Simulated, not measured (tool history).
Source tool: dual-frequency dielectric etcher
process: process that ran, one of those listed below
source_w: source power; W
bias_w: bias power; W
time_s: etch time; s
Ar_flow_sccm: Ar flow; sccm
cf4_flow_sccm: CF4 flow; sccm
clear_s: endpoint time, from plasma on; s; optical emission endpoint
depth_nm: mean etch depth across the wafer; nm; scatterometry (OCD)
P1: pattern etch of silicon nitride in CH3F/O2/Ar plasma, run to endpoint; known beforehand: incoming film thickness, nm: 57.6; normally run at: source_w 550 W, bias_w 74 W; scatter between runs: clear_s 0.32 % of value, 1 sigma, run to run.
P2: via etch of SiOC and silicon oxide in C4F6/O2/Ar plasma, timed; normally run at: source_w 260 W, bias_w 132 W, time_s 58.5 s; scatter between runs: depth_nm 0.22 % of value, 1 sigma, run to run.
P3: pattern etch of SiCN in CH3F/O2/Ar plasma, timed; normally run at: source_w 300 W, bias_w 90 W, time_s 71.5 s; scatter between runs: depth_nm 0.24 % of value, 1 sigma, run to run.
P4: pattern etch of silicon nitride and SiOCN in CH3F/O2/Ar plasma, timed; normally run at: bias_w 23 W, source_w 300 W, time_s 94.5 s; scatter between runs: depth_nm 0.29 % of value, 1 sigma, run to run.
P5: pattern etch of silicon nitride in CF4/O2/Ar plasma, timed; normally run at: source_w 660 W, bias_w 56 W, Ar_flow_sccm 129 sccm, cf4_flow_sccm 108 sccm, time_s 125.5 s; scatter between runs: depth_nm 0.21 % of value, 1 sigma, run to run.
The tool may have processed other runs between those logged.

run	hour	process	source_w	bias_w	time_s	Ar_flow_sccm	cf4_flow_sccm	hours since the last wet clean	hours since the last source power generator calibration	hours since the last bias power generator calibration	clear_s	depth_nm
1	6.8	P1	550	74				438.5	1087.1	2584.9	72.303	
2	19.5	P3	300	90	104.5			451.2	1099.8	2597.6		37.473
3	33.1	P4	430	23	94.5			464.8	1113.4	2611.2		12.9
4	45.3	P2	260	132	39.5			477	1125.6	2623.4		34.256
5	53	P1	550	74				484.7	1133.3	2631.1	72.38	
6	65	P3	300	90	71.5			496.7	1145.3	2643.1		25.593
7	74.5	P4	300	23	66			506.2	1154.8	2652.6		7.9811
8	85.2	P5	660	33	125.5	129	108	516.9	1165.5	2663.3		260.37
9	93.3	P1	370	74				525	1173.6	2671.4	83.736	
10	104.5	P1	670	60				536.2	1184.8	2682.6	71.518	
11	112.3	P2	260	78	58.5			544	1192.6	2690.4		43.659
12	124	P5	660	56	125.5	90	108	555.7	1204.3	2702.1		330.69
13	131.7	P1	550	74				563.4	1212	2709.8	72.025	
14	142.1	P1	550	74				573.8	1222.4	2720.2	71.964	
15	150.4	P4	300	14	94.5			582.1	1230.7	2728.5		9.1925
16	158	P5	660	56	125.5	129	108	589.7	1238.3	2736.1		315.85
17	170.6	P1	550	98				602.3	1250.9	2748.7	65.49	
18	182.4	P5	660	56	125.5	129	108	614.1	1262.7	2760.5		315.78
19	194.6	P1	650	74				626.3	1274.9	2772.7	67.969	
# hour 204: wet clean of the chamber
20	208.6	P3	300	71	71.5			4.7	1288.9	2786.7		23.583
21	217.6	P1	550	74				13.7	1297.9	2795.7	72.352	
22	229.7	P2	260	132	58.5			25.8	1310	2807.8		50.584
23	238	P4	300	23	94.5			34.1	1318.3	2816.1		11.403
24	249.4	P3	300	90	71.5			45.5	1329.7	2827.5		25.639
25	257.2	P5	660	56	164	129	108	53.3	1337.5	2835.3		414.35
26	263.8	P2	350	132	58.5			59.9	1344.1	2841.9		56.846
27	277.7	P3	430	90	71.5			73.8	1358	2855.8		29.446
28	290	P1	380	93				86.1	1370.3	2868.1	76.437	
29	299	P1	550	59				95.1	1379.3	2877.1	77.262	
30	312.9	P5	660	56	125.5	129	87	109	1393.2	2891		305.72
31	320.1	P5	480	56	125.5	129	108	116.2	1400.4	2898.2		239.52
32	334.4	P1	550	74				130.5	1414.7	2912.5	71.904	
33	344.1	P1	550	74				140.2	1424.4	2922.2	71.944	
34	356.6	P1	550	74				152.7	1436.9	2934.7	71.087	
35	368.2	P1	550	74				164.3	1448.5	2946.3	71.295	
36	376.8	P1	550	74				172.9	1457.1	2954.9	71.31	
# hour 378.4: wet clean of the chamber
37	387.7	P1	550	74				9.3	1468	2965.8	70.76	
38	400.2	P1	550	74				21.8	1480.5	2978.3	70.627	

P1 has crept away from where it was. The log is fitted equally well by each of these 2 causes, at the sizes shown:
A: source power that arrives over what is set, % = 4.31
B: bias power that arrives over what is set, % = 4.88
The onset of the drift is placed at about hour 334.4.
Each remaining cause and why it is not a fit:
chamber walls in a state that raises the etch rate, %: was serviced at hour 378.4, once the creep was under way, yet the earlier output never came back

Consider the 4 single-wafer check runs listed below, results given as question marks: which one distinguishes between the causes by giving clearly different results for each?
check 1	412.7	P5	520	34	125.5	129	108					?
check 2	412.7	P4	430	15	94.5							?
check 3	412.7	P3	360	90	98							?
check 4	412.7	P2	350	85	58.5							?

If the cause were each of the candidates in turn, the checks would give the following:
check	result	if A	if B
check 1	depth_nm	222.04	217.57
check 2	depth_nm	10.91	10.954
check 3	depth_nm	38.253	38.337
check 4	depth_nm	51.137	50.928
Gap, in per cent, between the two causes that each check separates least, read from the result that separates them most: check 1 2.03 %; check 2 0.41 %; check 3 0.22 %; check 4 0.41 %
Only in check 1 would the causes give clearly different results; in the remaining checks their results would be nearly the same.

Check 1 was then run and gave: depth_nm 218.11 nm. Which cause is it?

The correct cause is B, namely: bias power that arrives over what is set, %.

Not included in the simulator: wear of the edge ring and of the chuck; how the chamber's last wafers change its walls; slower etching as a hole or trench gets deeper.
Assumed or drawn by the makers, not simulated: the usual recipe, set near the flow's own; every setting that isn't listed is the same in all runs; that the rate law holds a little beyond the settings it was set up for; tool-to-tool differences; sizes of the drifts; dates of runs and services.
